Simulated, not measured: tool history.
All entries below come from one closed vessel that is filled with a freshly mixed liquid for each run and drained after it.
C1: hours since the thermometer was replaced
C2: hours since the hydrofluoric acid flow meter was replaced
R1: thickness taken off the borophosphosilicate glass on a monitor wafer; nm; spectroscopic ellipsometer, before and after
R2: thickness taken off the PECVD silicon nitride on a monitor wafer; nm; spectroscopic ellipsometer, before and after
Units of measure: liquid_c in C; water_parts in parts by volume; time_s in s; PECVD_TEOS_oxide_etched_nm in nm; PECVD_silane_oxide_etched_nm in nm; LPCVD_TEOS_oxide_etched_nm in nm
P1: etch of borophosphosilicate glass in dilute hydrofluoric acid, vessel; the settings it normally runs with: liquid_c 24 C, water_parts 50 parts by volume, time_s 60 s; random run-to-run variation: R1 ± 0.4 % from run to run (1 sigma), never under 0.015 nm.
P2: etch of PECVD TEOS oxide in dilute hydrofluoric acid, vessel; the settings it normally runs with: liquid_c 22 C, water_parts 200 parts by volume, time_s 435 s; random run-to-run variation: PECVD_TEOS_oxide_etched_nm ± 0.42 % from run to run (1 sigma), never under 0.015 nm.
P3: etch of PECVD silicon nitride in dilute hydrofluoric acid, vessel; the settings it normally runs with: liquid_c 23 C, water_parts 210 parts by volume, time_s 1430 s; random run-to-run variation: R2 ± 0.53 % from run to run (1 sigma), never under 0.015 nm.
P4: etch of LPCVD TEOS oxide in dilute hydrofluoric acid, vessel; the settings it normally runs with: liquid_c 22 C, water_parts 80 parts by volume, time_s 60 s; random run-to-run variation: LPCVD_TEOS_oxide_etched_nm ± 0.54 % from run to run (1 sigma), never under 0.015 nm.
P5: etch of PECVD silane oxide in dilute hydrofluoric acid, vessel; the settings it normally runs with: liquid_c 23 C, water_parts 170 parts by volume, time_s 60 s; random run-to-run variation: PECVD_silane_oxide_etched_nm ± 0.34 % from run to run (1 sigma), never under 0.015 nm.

Run 1, hour 11.7: process P1, liquid_c 24 C, water_parts 50 parts by volume, time_s 60 s; C1 1063; C2 327.6. Result: R1 83.531 nm.
Run 2, hour 21.1: process P1, liquid_c 17 C, water_parts 50 parts by volume, time_s 60 s; C1 1072.4; C2 337. Result: R1 62.672 nm.
Run 3, hour 28.9: process P1, liquid_c 24 C, water_parts 50 parts by volume, time_s 30 s; C1 1080.2; C2 344.8. Result: R1 42.036 nm.
Run 4, hour 36.1: process P1, liquid_c 24 C, water_parts 50 parts by volume, time_s 95 s; C1 1087.4; C2 352. Result: R1 132.73 nm.
Run 5, hour 46.3: process P3, liquid_c 23 C, water_parts 210 parts by volume, time_s 1430 s; C1 1097.6; C2 362.2. Result: R2 25.919 nm.
Run 6, hour 58.1: process P1, liquid_c 28 C, water_parts 75 parts by volume, time_s 60 s; C1 1109.4; C2 374. Result: R1 63.799 nm.
Run 7, hour 69.2: process P1, liquid_c 24 C, water_parts 50 parts by volume, time_s 60 s; C1 1120.5; C2 385.1. Result: R1 83.695 nm.
Run 8, hour 81.1: process P3, liquid_c 23 C, water_parts 210 parts by volume, time_s 2730 s; C1 1132.4; C2 397. Result: R2 49.822 nm.
Run 9, hour 87.6: process P2, liquid_c 22 C, water_parts 200 parts by volume, time_s 435 s; C1 1138.9; C2 403.5. Result: PECVD_TEOS_oxide_etched_nm 28.837 nm.
Run 10, hour 97.6: process P1, liquid_c 24 C, water_parts 50 parts by volume, time_s 60 s; C1 1148.9; C2 413.5. Result: R1 84.133 nm.
Run 11, hour 104.2: process P5, liquid_c 17 C, water_parts 170 parts by volume, time_s 60 s; C1 1155.5; C2 420.1. Result: PECVD_silane_oxide_etched_nm 6.809 nm.
Run 12, hour 114.9: process P1, liquid_c 24 C, water_parts 20 parts by volume, time_s 60 s; C1 1166.2; C2 430.8. Result: R1 218.31 nm.
Run 13, hour 125.2: process P5, liquid_c 23 C, water_parts 30 parts by volume, time_s 60 s; C1 1176.5; C2 441.1. Result: PECVD_silane_oxide_etched_nm 57.992 nm.
Run 14, hour 133.3: process P1, liquid_c 24 C, water_parts 50 parts by volume, time_s 60 s; C1 1184.6; C2 449.2. Result: R1 84.174 nm.
Run 15, hour 147.1: process P3, liquid_c 23 C, water_parts 45 parts by volume, time_s 1430 s; C1 1198.4; C2 463. Result: R2 117.8 nm.
Run 16, hour 159.9: process P2, liquid_c 17 C, water_parts 200 parts by volume, time_s 435 s; C1 1211.2; C2 475.8. Result: PECVD_TEOS_oxide_etched_nm 23.47 nm.
Run 17, hour 171.5: process P4, liquid_c 22 C, water_parts 80 parts by volume, time_s 60 s; C1 1222.8; C2 487.4. Result: LPCVD_TEOS_oxide_etched_nm 27.521 nm.
Run 18, hour 183: process P4, liquid_c 22 C, water_parts 80 parts by volume, time_s 30 s; C1 1234.3; C2 498.9. Result: LPCVD_TEOS_oxide_etched_nm 13.872 nm.
Run 19, hour 192.3: process P5, liquid_c 23 C, water_parts 170 parts by volume, time_s 60 s; C1 1243.6; C2 508.2. Result: PECVD_silane_oxide_etched_nm 8.6382 nm.
Run 20, hour 204.7: process P5, liquid_c 23 C, water_parts 170 parts by volume, time_s 30 s; C1 1256; C2 520.6. Result: PECVD_silane_oxide_etched_nm 4.3081 nm.
Run 21, hour 213: process P1, liquid_c 24 C, water_parts 80 parts by volume, time_s 60 s; C1 1264.3; C2 528.9. Result: R1 50.589 nm.
Run 22, hour 223.7: process P4, liquid_c 28 C, water_parts 80 parts by volume, time_s 60 s; C1 1275; C2 539.6. Result: LPCVD_TEOS_oxide_etched_nm 35.37 nm.
Run 23, hour 232.4: process P2, liquid_c 22 C, water_parts 200 parts by volume, time_s 780 s; C1 1283.7; C2 548.3. Result: PECVD_TEOS_oxide_etched_nm 51.604 nm.
Run 24, hour 240.8: process P4, liquid_c 22 C, water_parts 20 parts by volume, time_s 60 s; C1 1292.1; C2 556.7. Result: LPCVD_TEOS_oxide_etched_nm 121.31 nm.

Run 25 is up next; what results do you expect?
Run 25, hour 251.6: process P3, liquid_c 18.5 C, water_parts 210 parts by volume, time_s 1430 s; C1 1302.9; C2 567.5. Result: R2 ?.

{"run 25": {"R2": 19.355}}
